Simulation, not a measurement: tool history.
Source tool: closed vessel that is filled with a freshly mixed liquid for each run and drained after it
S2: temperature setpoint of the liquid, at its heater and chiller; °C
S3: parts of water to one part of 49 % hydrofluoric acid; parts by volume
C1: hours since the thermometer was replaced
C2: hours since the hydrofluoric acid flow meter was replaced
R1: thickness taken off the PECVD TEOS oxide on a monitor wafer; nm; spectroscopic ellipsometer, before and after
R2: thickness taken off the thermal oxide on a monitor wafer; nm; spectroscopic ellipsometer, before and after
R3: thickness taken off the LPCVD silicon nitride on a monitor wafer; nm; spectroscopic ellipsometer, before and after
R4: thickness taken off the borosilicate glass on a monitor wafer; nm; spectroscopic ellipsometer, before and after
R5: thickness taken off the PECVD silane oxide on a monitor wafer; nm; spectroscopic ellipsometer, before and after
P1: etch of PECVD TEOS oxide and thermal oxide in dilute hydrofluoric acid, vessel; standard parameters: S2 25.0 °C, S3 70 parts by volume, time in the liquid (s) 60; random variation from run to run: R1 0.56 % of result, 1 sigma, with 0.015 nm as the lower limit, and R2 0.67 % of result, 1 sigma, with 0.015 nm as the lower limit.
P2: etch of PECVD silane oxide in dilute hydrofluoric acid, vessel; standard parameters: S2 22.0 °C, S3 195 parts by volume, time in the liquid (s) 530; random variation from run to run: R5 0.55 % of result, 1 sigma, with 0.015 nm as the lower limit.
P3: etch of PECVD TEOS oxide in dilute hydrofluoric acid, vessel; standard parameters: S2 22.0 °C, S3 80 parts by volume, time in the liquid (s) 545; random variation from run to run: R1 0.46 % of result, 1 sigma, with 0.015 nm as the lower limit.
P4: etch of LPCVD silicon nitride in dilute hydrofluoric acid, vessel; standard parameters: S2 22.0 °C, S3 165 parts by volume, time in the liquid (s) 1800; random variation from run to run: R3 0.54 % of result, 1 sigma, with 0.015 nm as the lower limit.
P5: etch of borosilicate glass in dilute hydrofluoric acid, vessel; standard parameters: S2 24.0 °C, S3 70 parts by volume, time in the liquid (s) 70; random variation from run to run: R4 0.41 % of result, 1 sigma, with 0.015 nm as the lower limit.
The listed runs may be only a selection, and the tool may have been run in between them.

run 1 day=0.412 | process_that_ran=P1 S2=25.0 S3=70 time_in_the_liquid_(s)=60 | C1=2014.8 C2=313.6 | R1=14.5530 R2=4.6721
run 2 day=0.862 | process_that_ran=P3 S2=22.0 S3=80 time_in_the_liquid_(s)=545 | C1=2025.6 C2=324.4 | R1=55.9480
run 3 day=1.412 | process_that_ran=P1 S2=32.5 S3=105 time_in_the_liquid_(s)=60 | C1=2038.8 C2=337.6 | R1=12.1850 R2=3.8779
run 4 day=1.929 | process_that_ran=P4 S2=22.0 S3=165 time_in_the_liquid_(s)=930 | C1=2051.2 C2=350.0 | R3=2.5089
run 5 day=2.300 | process_that_ran=P1 S2=21.5 S3=70 time_in_the_liquid_(s)=35 | C1=2060.1 C2=358.9 | R1=7.3122 R2=2.3230
run 6 day=2.704 | process_that_ran=P1 S2=25.0 S3=20 time_in_the_liquid_(s)=30 | C1=2069.8 C2=368.6 | R1=27.1150 R2=8.6547
run 7 day=3.417 | process_that_ran=P1 S2=25.0 S3=20 time_in_the_liquid_(s)=60 | C1=2086.9 C2=385.7 | R1=54.3710 R2=17.2660
run 8 day=3.975 | process_that_ran=P3 S2=22.0 S3=80 time_in_the_liquid_(s)=990 | C1=2100.3 C2=399.1 | R1=101.9100
run 9 day=4.775 | process_that_ran=P1 S2=29.0 S3=70 time_in_the_liquid_(s)=60 | C1=2119.5 C2=418.3 | R1=17.0600 R2=5.4975
run 10 day=5.229 | process_that_ran=P5 S2=24.0 S3=70 time_in_the_liquid_(s)=70 | C1=2130.4 C2=429.2 | R4=58.826
run 11 day=5.796 | process_that_ran=P1 S2=25.0 S3=70 time_in_the_liquid_(s)=60 | C1=2144.0 C2=442.8 | R1=14.4360 R2=4.6032
-- day=6.150 hydrofluoric acid flow meter replaced
run 12 day=6.496 | process_that_ran=P2 S2=22.0 S3=195 time_in_the_liquid_(s)=530 | C1=2160.8 C2=8.3 | R5=54.394
run 13 day=6.867 | process_that_ran=P1 S2=25.0 S3=70 time_in_the_liquid_(s)=30 | C1=2169.7 C2=17.2 | R1=7.2838 R2=2.3260
run 14 day=7.625 | process_that_ran=P2 S2=17.0 S3=195 time_in_the_liquid_(s)=530 | C1=2187.9 C2=35.4 | R5=44.663
run 15 day=8.333 | process_that_ran=P2 S2=22.0 S3=65 time_in_the_liquid_(s)=530 | C1=2204.9 C2=52.4 | R5=189.070
run 16 day=8.912 | process_that_ran=P4 S2=22.0 S3=165 time_in_the_liquid_(s)=1800 | C1=2218.8 C2=66.3 | R3=4.9267
run 17 day=9.642 | process_that_ran=P1 S2=25.0 S3=70 time_in_the_liquid_(s)=60 | C1=2236.3 C2=83.8 | R1=14.4490 R2=4.6564
run 18 day=10.412 | process_that_ran=P5 S2=24.0 S3=70 time_in_the_liquid_(s)=70 | C1=2254.8 C2=102.3 | R4=58.956
run 19 day=10.938 | process_that_ran=P3 S2=22.0 S3=80 time_in_the_liquid_(s)=545 | C1=2267.4 C2=114.9 | R1=56.0230
run 20 day=11.342 | process_that_ran=P5 S2=24.0 S3=105 time_in_the_liquid_(s)=70 | C1=2277.1 C2=124.6 | R4=37.482
run 21 day=11.875 | process_that_ran=P4 S2=22.0 S3=165 time_in_the_liquid_(s)=1800 | C1=2289.9 C2=137.4 | R3=4.8908
run 22 day=12.512 | process_that_ran=P1 S2=25.0 S3=125 time_in_the_liquid_(s)=60 | C1=2305.2 C2=152.7 | R1=7.5744 R2=2.4599
run 23 day=13.054 | process_that_ran=P5 S2=24.0 S3=70 time_in_the_liquid_(s)=30 | C1=2318.2 C2=165.7 | R4=25.194
run 24 day=13.562 | process_that_ran=P5 S2=30.0 S3=70 time_in_the_liquid_(s)=70 | C1=2330.4 C2=177.9 | R4=74.293
run 25 day=13.950 | process_that_ran=P1 S2=19.0 S3=70 time_in_the_liquid_(s)=60 | C1=2339.7 C2=187.2 | R1=11.2860 R2=3.6046
run 26 day=14.379 | process_that_ran=P1 S2=25.0 S3=70 time_in_the_liquid_(s)=60 | C1=2350.0 C2=197.5 | R1=14.6600 R2=4.6146
run 27 day=14.904 | process_that_ran=P2 S2=22.0 S3=195 time_in_the_liquid_(s)=250 | C1=2362.6 C2=210.1 | R5=25.639
run 28 day=15.458 | process_that_ran=P1 S2=25.0 S3=70 time_in_the_liquid_(s)=115 | C1=2375.9 C2=223.4 | R1=27.8400 R2=8.9533
run 29 day=16.008 | process_that_ran=P2 S2=22.0 S3=195 time_in_the_liquid_(s)=530 | C1=2389.1 C2=236.6 | R5=54.588
run 30 day=16.658 | process_that_ran=P1 S2=25.0 S3=70 time_in_the_liquid_(s)=60 | C1=2404.7 C2=252.2 | R1=14.5090 R2=4.5763
run 31 day=17.321 | process_that_ran=P3 S2=22.0 S3=115 time_in_the_liquid_(s)=545 | C1=2420.6 C2=268.1 | R1=37.4540
run 32 day=17.942 | process_that_ran=P4 S2=17.0 S3=165 time_in_the_liquid_(s)=1800 | C1=2435.5 C2=283.0 | R3=3.4904
run 33 day=18.475 | process_that_ran=P3 S2=29.0 S3=80 time_in_the_liquid_(s)=545 | C1=2448.3 C2=295.8 | R1=73.9020
run 34 day=18.883 | process_that_ran=P4 S2=22.0 S3=70 time_in_the_liquid_(s)=1800 | C1=2458.1 C2=305.6 | R3=11.3980
run 35 day=19.308 | process_that_ran=P1 S2=25.0 S3=70 time_in_the_liquid_(s)=60 | C1=2468.3 C2=315.8 | R1=14.5280 R2=4.6771
run 36 day=20.008 | process_that_ran=P1 S2=25.0 S3=70 time_in_the_liquid_(s)=60 | C1=2485.1 C2=332.6 | R1=14.5030 R2=4.6475
run 37 day=20.408 | process_that_ran=P1 S2=25.0 S3=70 time_in_the_liquid_(s)=60 | C1=2494.7 C2=342.2 | R1=13.9780 R2=4.4627
run 38 day=20.862 | process_that_ran=P1 S2=25.0 S3=70 time_in_the_liquid_(s)=60 | C1=2505.6 C2=353.1 | R1=13.8250 R2=4.3937
run 39 day=21.212 | process_that_ran=P1 S2=25.0 S3=70 time_in_the_liquid_(s)=60 | C1=2514.0 C2=361.5 | R1=13.5930 R2=4.3743
run 40 day=21.638 | process_that_ran=P1 S2=25.0 S3=70 time_in_the_liquid_(s)=60 | C1=2524.2 C2=371.7 | R1=13.5750 R2=4.3274
run 41 day=22.138 | process_that_ran=P1 S2=25.0 S3=70 time_in_the_liquid_(s)=60 | C1=2536.2 C2=383.7 | R1=13.5940 R2=4.3109
run 42 day=22.675 | process_that_ran=P1 S2=25.0 S3=70 time_in_the_liquid_(s)=60 | C1=2549.1 C2=396.6 | R1=13.5310 R2=4.2842

The log shows P1 creeping away from where it was. Any of the 2 causes listed here, at the size stated for it, fits the log just as well as the others:
A: hydrofluoric acid flow below the setpoint (%) = 6.47
B: liquid colder than its thermometer reads (K) = 1.82
Onset of the creep was near day 20.008.

4 check runs are offered, one wafer each, their results left as question marks. Which one tells the causes apart?
run check 1 day=23.212 | process_that_ran=P4 S2=17.0 S3=105 time_in_the_liquid_(s)=1800 | R3=?
run check 2 day=23.212 | process_that_ran=P5 S2=24.0 S3=70 time_in_the_liquid_(s)=35 | R4=?
run check 3 day=23.212 | process_that_ran=P2 S2=17.0 S3=65 time_in_the_liquid_(s)=530 | R5=?
run check 4 day=23.212 | process_that_ran=P3 S2=28.0 S3=80 time_in_the_liquid_(s)=915 | R1=?

Check results expected under each cause:
check=check_1 result=R3 if_A=5.1053 if_B=4.7937
check=check_2 result=R4 if_A=27.295 if_B=27.261
check=check_3 result=R5 if_A=142.580 if_B=141.560
check=check_4 result=R1 if_A=111.4600 if_B=111.8300
Per check, the gap between the least separated pair of causes, taken in the result that splits them most: check 1 6.3 %; check 2 0.12 %; check 3 0.71 %; check 4 0.33 %
Check 1 tells the causes apart: in the others they would give nearly the same result.

Running check 1 produced the following: R3 4.7876 nm. Which one of the listed causes fits?

The correct cause is B, namely: liquid colder than its thermometer reads (K).

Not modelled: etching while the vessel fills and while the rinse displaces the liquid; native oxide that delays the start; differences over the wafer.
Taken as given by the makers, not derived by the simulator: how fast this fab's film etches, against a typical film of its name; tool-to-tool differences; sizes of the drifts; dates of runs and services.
